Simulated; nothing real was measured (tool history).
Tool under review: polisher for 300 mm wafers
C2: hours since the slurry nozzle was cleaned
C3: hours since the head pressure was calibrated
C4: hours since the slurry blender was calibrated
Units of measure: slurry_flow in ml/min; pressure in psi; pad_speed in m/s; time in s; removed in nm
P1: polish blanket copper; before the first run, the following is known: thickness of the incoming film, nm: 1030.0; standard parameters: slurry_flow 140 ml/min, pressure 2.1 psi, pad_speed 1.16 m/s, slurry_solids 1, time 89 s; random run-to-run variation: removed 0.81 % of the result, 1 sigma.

run 1 hour=6.6 | slurry_flow=140 pressure=2.1 pad_speed=1.16 slurry_solids=1 time=89 | wafers_polished_on_this_pad=803 C2=267 C3=708.8 C4=72.6 | removed=192.1
run 2 hour=15.7 | slurry_flow=140 pressure=1.3 pad_speed=1.16 slurry_solids=1 time=89 | wafers_polished_on_this_pad=858 C2=276.1 C3=717.9 C4=81.7 | removed=118.78
run 3 hour=22.8 | slurry_flow=140 pressure=2.1 pad_speed=1.16 slurry_solids=1.35 time=89 | wafers_polished_on_this_pad=901 C2=283.2 C3=725 C4=88.8 | removed=200.29
run 4 hour=35.9 | slurry_flow=140 pressure=2.1 pad_speed=1.16 slurry_solids=1 time=89 | wafers_polished_on_this_pad=979 C2=296.3 C3=738.1 C4=101.9 | removed=189.53
run 5 hour=43.6 | slurry_flow=195 pressure=2.1 pad_speed=1.16 slurry_solids=1 time=89 | wafers_polished_on_this_pad=1026 C2=304 C3=745.8 C4=109.6 | removed=199.98
run 6 hour=55.4 | slurry_flow=140 pressure=2.1 pad_speed=1.16 slurry_solids=0.55 time=89 | wafers_polished_on_this_pad=1097 C2=315.8 C3=757.6 C4=121.4 | removed=169.14
run 7 hour=63.2 | slurry_flow=140 pressure=2.1 pad_speed=1.16 slurry_solids=1 time=135 | wafers_polished_on_this_pad=1144 C2=323.6 C3=765.4 C4=129.2 | removed=287.06
run 8 hour=75.7 | slurry_flow=140 pressure=2.1 pad_speed=1.16 slurry_solids=1 time=89 | wafers_polished_on_this_pad=1219 C2=336.1 C3=777.9 C4=141.7 | removed=192.29
run 9 hour=87.6 | slurry_flow=85 pressure=2.1 pad_speed=1.16 slurry_solids=1 time=89 | wafers_polished_on_this_pad=1290 C2=348 C3=789.8 C4=153.6 | removed=172.29
run 10 hour=100.1 | slurry_flow=140 pressure=2.1 pad_speed=0.74 slurry_solids=0.6 time=89 | wafers_polished_on_this_pad=1366 C2=360.5 C3=802.3 C4=166.1 | removed=109.54
run 11 hour=114.9 | slurry_flow=140 pressure=2.1 pad_speed=1.16 slurry_solids=1 time=40 | wafers_polished_on_this_pad=1455 C2=375.3 C3=817.1 C4=180.9 | removed=86.26
-- hour=117.4 slurry blender recalibrated
run 12 hour=122 | slurry_flow=140 pressure=2.1 pad_speed=1.16 slurry_solids=1 time=89 | wafers_polished_on_this_pad=1497 C2=382.4 C3=824.2 C4=4.7 | removed=192.41
run 13 hour=137.1 | slurry_flow=140 pressure=3.2 pad_speed=1.16 slurry_solids=1 time=89 | wafers_polished_on_this_pad=1588 C2=397.5 C3=839.3 C4=19.8 | removed=289.66
run 14 hour=145.9 | slurry_flow=140 pressure=2.1 pad_speed=0.54 slurry_solids=1 time=89 | wafers_polished_on_this_pad=1641 C2=406.3 C3=848.1 C4=28.6 | removed=88.001
run 15 hour=157.4 | slurry_flow=140 pressure=2.1 pad_speed=1.78 slurry_solids=1 time=89 | wafers_polished_on_this_pad=1710 C2=417.8 C3=859.6 C4=40.1 | removed=295.56
run 16 hour=170.9 | slurry_flow=140 pressure=2.1 pad_speed=1.16 slurry_solids=1 time=89 | wafers_polished_on_this_pad=1792 C2=431.3 C3=873.1 C4=53.6 | removed=190.13
run 17 hour=180.1 | slurry_flow=140 pressure=2.1 pad_speed=1.16 slurry_solids=1 time=89 | wafers_polished_on_this_pad=1847 C2=440.5 C3=882.3 C4=62.8 | removed=186.55
run 18 hour=189.4 | slurry_flow=140 pressure=2.1 pad_speed=1.16 slurry_solids=1 time=89 | wafers_polished_on_this_pad=1903 C2=449.8 C3=891.6 C4=72.1 | removed=184.46
run 19 hour=197.4 | slurry_flow=140 pressure=2.1 pad_speed=1.16 slurry_solids=1 time=89 | wafers_polished_on_this_pad=1951 C2=457.8 C3=899.6 C4=80.1 | removed=182.61
run 20 hour=207.3 | slurry_flow=140 pressure=2.1 pad_speed=1.16 slurry_solids=1 time=89 | wafers_polished_on_this_pad=2011 C2=467.7 C3=909.5 C4=90 | removed=178.83

Predict the results of run 21:
run 21 hour=221.8 | slurry_flow=140 pressure=2.1 pad_speed=1.16 slurry_solids=1 time=89 | wafers_polished_on_this_pad=2098 C2=482.2 C3=924 C4=104.5 | removed=?

removed: 176.53 nm
